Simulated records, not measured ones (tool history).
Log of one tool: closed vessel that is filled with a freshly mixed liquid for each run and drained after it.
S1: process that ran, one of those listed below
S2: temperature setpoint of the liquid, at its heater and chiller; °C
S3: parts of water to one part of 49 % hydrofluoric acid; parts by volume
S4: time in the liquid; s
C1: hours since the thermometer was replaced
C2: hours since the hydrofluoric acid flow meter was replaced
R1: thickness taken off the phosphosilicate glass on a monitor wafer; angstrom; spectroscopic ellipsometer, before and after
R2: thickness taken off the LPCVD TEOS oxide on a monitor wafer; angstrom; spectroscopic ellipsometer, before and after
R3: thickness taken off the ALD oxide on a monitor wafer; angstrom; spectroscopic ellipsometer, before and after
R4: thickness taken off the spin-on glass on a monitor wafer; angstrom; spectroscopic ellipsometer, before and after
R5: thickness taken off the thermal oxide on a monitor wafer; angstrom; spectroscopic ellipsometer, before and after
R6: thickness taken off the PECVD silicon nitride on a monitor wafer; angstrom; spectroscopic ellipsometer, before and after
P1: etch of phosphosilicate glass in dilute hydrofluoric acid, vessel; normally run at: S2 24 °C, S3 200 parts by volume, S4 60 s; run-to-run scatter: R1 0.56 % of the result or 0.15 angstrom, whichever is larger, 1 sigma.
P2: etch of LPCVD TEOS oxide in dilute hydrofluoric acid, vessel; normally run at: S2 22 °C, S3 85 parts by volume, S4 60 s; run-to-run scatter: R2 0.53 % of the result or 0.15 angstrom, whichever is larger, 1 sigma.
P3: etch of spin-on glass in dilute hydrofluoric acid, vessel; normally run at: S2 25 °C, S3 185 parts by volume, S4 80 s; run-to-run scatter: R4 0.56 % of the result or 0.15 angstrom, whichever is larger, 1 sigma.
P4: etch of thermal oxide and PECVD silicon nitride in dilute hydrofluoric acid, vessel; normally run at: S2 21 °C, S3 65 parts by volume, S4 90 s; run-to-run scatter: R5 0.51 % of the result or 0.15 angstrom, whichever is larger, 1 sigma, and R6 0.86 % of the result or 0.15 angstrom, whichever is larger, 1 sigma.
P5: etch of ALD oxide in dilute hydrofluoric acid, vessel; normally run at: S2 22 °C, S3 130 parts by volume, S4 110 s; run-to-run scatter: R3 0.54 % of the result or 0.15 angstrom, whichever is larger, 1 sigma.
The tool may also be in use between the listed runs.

run   hour  S1    S2   S3   S4     C1     C2      R1      R2      R3      R4      R5      R6
  1   11.6  P1    24  200   60  466.8    237  321.53
  2   22.5  P2    22   85   60  477.7  247.9          130.95
  3   32.7  P1    24  200   60  487.9  258.1  319.67
  4   43.8  P1    19  130   60    499  269.2  433.35
  5     52  P5    22  130  110  507.2  277.4                  84.845
  6   61.3  P1    19  200   60  516.5  286.7  263.47
  7     69  P1    24   35   60  524.2  294.4    2206
  8   77.4  P1    24  200   60  532.6  302.8  321.08
  9     88  P1    24  200   60  543.2  313.4  318.92
 10   94.3  P3    25  185   80  549.5  319.7                           116.3
 11  102.1  P5    29  130  110  557.3  327.5                   109.7
 12  110.3  P3    25  185   80  565.5  335.7                          117.39
 13  121.7  P1    29  200   60  576.9  347.1  380.62
 14    129  P2    22   85   60  584.2  354.4           129.2
 15  137.7  P2    27   85   60  592.9  363.1          156.37
     147.1  -- hydrofluoric acid flow meter replaced
 16  148.2  P1    24  200  105  603.4    1.2  565.84
 17  155.2  P4    21   30   90  610.4    8.2                                  139.52  68.196
 18  166.9  P5    22  180  110  622.1   19.9                   57.88
 19  176.4  P4    21   65   30  631.6   29.4                                   20.66  10.692
 20  185.9  P5    22  130   35  641.1   38.9                  26.903
 21  192.6  P5    22  130  110  647.8   45.6                  84.813
     203.3  -- thermometer replaced
 22  204.8  P3    25   65   80    1.6   57.8                          387.03
 23  212.9  P2    22   25   60    9.7   65.9          470.52
 24  220.4  P2    22   85  115   17.2   73.4           247.3
 25  229.7  P1    24  200   30   26.5   82.7  159.64
 26  235.4  P4    21   65   90   32.2   88.4                                  61.272  32.446
 27  241.5  P1    19  275   60   38.3   94.5  179.28
 28  253.9  P3  18.5  185   80   50.7  106.9                          90.537
 29  259.9  P4    17   65   90   56.7  112.9                                  51.922  24.425
 30  268.6  P4    21   65   90   65.4  121.6                                  61.535  32.377
 31  275.1  P1    24  365   60   71.9  128.1  150.52
 32  282.4  P3    25  185  165   79.2  135.4                          239.73
 33  291.3  P1    24  320   30   88.1  144.3  88.822
 34  298.8  P1    24  200   60   95.6  151.8   320.3
 35  311.1  P1    24  200   60  107.9  164.1  333.92
 36    320  P1    24  200   60  116.8    173  339.04
 37  331.5  P1    24  200   60  128.3  184.5  342.42
 38  338.8  P1    24  200   60  135.6  191.8  346.55
 39  348.9  P1    24  200   60  145.7  201.9  346.71
 40  358.5  P1    24  200   60  155.3  211.5  349.12

What P1 gives has crept away from where it was. These 2 causes fit the log equally well, each at the size given:
A: hydrofluoric acid flow above the setpoint (%) = 6.62
B: liquid hotter than its thermometer reads (K) = 2.13
The creep began at about hour 298.8.

4 check runs are offered, one wafer each, their results left as question marks. Which one tells the causes apart?
check 1  368.1  P2  25   85  115               ?
check 2  368.1  P4  17   35   90                           ?   ?
check 3  368.1  P5  26  130   75                   ?
check 4  368.1  P3  25  120  160                       ?

What each check would give under each cause:
  check  result    if A    if B
check 1      R2  300.29  304.17
check 2      R5  107.06  109.92
check 2      R6  47.774  52.247
check 3      R3  72.644  73.086
check 4      R4  417.13  420.61
How far apart the two closest causes lie, in the result that separates them most: check 1 1.28 %; check 2 8.95 %; check 3 0.61 %; check 4 0.83 %
Check 2 tells the causes apart: in the others they would give nearly the same result.

Then check 2 was run and gave: R5 106.91 angstrom; R6 48.009 angstrom. Which cause is it?

It is A: hydrofluoric acid flow above the setpoint (%).
